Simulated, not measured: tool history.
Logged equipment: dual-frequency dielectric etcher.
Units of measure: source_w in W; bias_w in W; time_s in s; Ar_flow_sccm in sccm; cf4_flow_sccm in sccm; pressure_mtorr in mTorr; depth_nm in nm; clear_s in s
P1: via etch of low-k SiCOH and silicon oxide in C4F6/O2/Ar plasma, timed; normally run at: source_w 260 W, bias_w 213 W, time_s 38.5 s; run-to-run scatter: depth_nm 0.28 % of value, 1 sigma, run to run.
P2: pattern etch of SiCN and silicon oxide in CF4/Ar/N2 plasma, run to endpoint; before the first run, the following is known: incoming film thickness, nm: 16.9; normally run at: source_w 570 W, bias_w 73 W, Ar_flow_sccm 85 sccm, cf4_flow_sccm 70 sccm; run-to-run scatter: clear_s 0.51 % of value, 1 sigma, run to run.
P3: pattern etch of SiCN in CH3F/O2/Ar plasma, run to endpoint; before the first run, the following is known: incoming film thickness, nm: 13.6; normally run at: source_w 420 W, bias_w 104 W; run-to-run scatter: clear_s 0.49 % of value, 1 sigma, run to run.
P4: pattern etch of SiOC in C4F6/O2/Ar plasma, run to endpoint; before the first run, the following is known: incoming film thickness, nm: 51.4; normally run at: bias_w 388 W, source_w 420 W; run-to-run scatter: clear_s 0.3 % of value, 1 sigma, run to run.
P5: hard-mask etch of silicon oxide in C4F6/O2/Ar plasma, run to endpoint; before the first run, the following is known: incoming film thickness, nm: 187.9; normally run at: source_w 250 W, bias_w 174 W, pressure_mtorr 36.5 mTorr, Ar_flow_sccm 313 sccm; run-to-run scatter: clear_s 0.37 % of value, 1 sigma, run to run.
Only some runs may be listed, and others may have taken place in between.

| run | hour | process | source_w | bias_w | time_s | Ar_flow_sccm | cf4_flow_sccm | pressure_mtorr | depth_nm | clear_s |
|---|---|---|---|---|---|---|---|---|---|---|
| 1 | 4.9 | P1 | 260 | 213 | 38.5 |  |  |  | 91.033 |  |
| 2 | 10.9 | P1 | 260 | 213 | 24.5 |  |  |  | 57.616 |  |
| 3 | 13.5 | P2 | 570 | 73 |  | 52 | 70 |  |  | 14.904 |
| 4 | 18.1 | P1 | 260 | 213 | 38.5 |  |  |  | 90.762 |  |
| 5 | 22.4 | P1 | 190 | 213 | 38.5 |  |  |  | 80.772 |  |
|  | 25.5 | wet clean of the chamber |
| 6 | 26.3 | P1 | 260 | 213 | 38.5 |  |  |  | 91.032 |  |
| 7 | 31.6 | P1 | 260 | 213 | 38.5 |  |  |  | 91.032 |  |
| 8 | 34.5 | P1 | 260 | 213 | 51.5 |  |  |  | 120.860 |  |
| 9 | 39.6 | P2 | 570 | 73 |  | 85 | 70 |  |  | 15.828 |
| 10 | 43.4 | P4 | 420 | 472 |  |  |  |  |  | 18.137 |
| 11 | 47.4 | P4 | 420 | 388 |  |  |  |  |  | 19.425 |
| 12 | 52.5 | P1 | 260 | 213 | 38.5 |  |  |  | 91.408 |  |
| 13 | 56.0 | P5 | 350 | 174 |  | 313 |  | 36.5 |  | 66.004 |
| 14 | 58.7 | P4 | 420 | 388 |  |  |  |  |  | 19.331 |
| 15 | 61.7 | P2 | 570 | 73 |  | 85 | 70 |  |  | 15.791 |
| 16 | 66.2 | P5 | 250 | 174 |  | 185 |  | 36.5 |  | 71.108 |
| 17 | 69.6 | P1 | 260 | 213 | 38.5 |  |  |  | 91.150 |  |
| 18 | 75.1 | P4 | 260 | 388 |  |  |  |  |  | 23.165 |
| 19 | 79.3 | P2 | 570 | 92 |  | 85 | 70 |  |  | 14.737 |
| 20 | 84.0 | P3 | 280 | 104 |  |  |  |  |  | 36.293 |
| 21 | 89.5 | P3 | 420 | 104 |  |  |  |  |  | 31.397 |
| 22 | 94.3 | P1 | 260 | 132 | 38.5 |  |  |  | 77.634 |  |
| 23 | 99.6 | P5 | 250 | 174 |  | 313 |  | 45.0 |  | 77.540 |
| 24 | 103.6 | P1 | 320 | 213 | 38.5 |  |  |  | 98.479 |  |
| 25 | 107.6 | P2 | 460 | 73 |  | 85 | 70 |  |  | 19.222 |
| 26 | 112.6 | P3 | 420 | 82 |  |  |  |  |  | 34.101 |
| 27 | 116.9 | P1 | 260 | 260 | 38.5 |  |  |  | 97.535 |  |
| 28 | 120.7 | P2 | 570 | 73 |  | 85 | 49 |  |  | 16.688 |
| 29 | 124.6 | P5 | 250 | 234 |  | 313 |  | 36.5 |  | 67.736 |
| 30 | 130.3 | P3 | 420 | 104 |  |  |  |  |  | 31.321 |
| 31 | 133.1 | P5 | 250 | 174 |  | 313 |  | 36.5 |  | 75.324 |
| 32 | 138.8 | P1 | 210 | 213 | 21.5 |  |  |  | 46.893 |  |
| 33 | 143.0 | P5 | 250 | 174 |  | 313 |  | 36.5 |  | 75.238 |
| 34 | 147.8 | P1 | 260 | 213 | 38.5 |  |  |  | 91.067 |  |
| 35 | 152.7 | P1 | 260 | 213 | 38.5 |  |  |  | 90.607 |  |
| 36 | 157.8 | P1 | 260 | 213 | 38.5 |  |  |  | 90.367 |  |
| 37 | 163.6 | P1 | 260 | 213 | 38.5 |  |  |  | 89.858 |  |
| 38 | 168.1 | P1 | 260 | 213 | 38.5 |  |  |  | 89.410 |  |
|  | 168.7 | wet clean of the chamber |
| 39 | 173.4 | P1 | 260 | 213 | 38.5 |  |  |  | 89.729 |  |
| 40 | 178.0 | P1 | 260 | 213 | 38.5 |  |  |  | 89.619 |  |
| 41 | 180.6 | P1 | 260 | 213 | 38.5 |  |  |  | 89.464 |  |
| 42 | 183.9 | P1 | 260 | 213 | 38.5 |  |  |  | 89.393 |  |
| 43 | 186.6 | P1 | 260 | 213 | 38.5 |  |  |  | 89.624 |  |
| 44 | 190.9 | P1 | 260 | 213 | 38.5 |  |  |  | 89.541 |  |

Compared with where it was, what P1 gives has crept away. Each cause listed below fits the log as well as the rest, at the size given for it:
A: bias power that arrives under what is set, % = 4.69
B: source power that arrives under what is set, % = 4.13
The onset of the drift is placed at about hour 147.8.
Other possible causes, and why each is ruled out:
chamber walls in a state that lowers the etch rate, %: its service at hour 168.7 followed the start of the drift and did not put the process back to its old value

The 4 check runs listed below each average the results of 3 wafers, and their outcomes are marked with question marks. Under which run would the listed causes produce clearly different results?
| check 1 | 195.2 | P4 | 280 | 466 |  |  |  |  |  | ? |
| check 2 | 195.2 | P5 | 330 | 174 |  | 313 |  | 36.5 |  | ? |
| check 3 | 195.2 | P3 | 320 | 104 |  |  |  |  |  | ? |
| check 4 | 195.2 | P2 | 570 | 73 |  | 54 | 70 |  |  | ? |

Outcome of each check run for each possible cause:
| check | result | if A | if B |
|---|---|---|---|
| check 1 | clear_s | 21.444 | 21.391 |
| check 2 | clear_s | 68.425 | 68.506 |
| check 3 | clear_s | 35.248 | 35.144 |
| check 4 | clear_s | 15.161 | 15.516 |
Separation of the two closest causes in each check, using whichever result separates them best: check 1 0.25 %; check 2 0.12 %; check 3 0.3 %; check 4 2.31 %
The other checks would show nearly matching results whichever cause is true, so check 4 is the only one that separates the causes.

Check 4 was carried out, with these results: clear_s 15.489 s. Which of the listed causes is responsible?

The correct cause is B, namely: source power that arrives under what is set, %.

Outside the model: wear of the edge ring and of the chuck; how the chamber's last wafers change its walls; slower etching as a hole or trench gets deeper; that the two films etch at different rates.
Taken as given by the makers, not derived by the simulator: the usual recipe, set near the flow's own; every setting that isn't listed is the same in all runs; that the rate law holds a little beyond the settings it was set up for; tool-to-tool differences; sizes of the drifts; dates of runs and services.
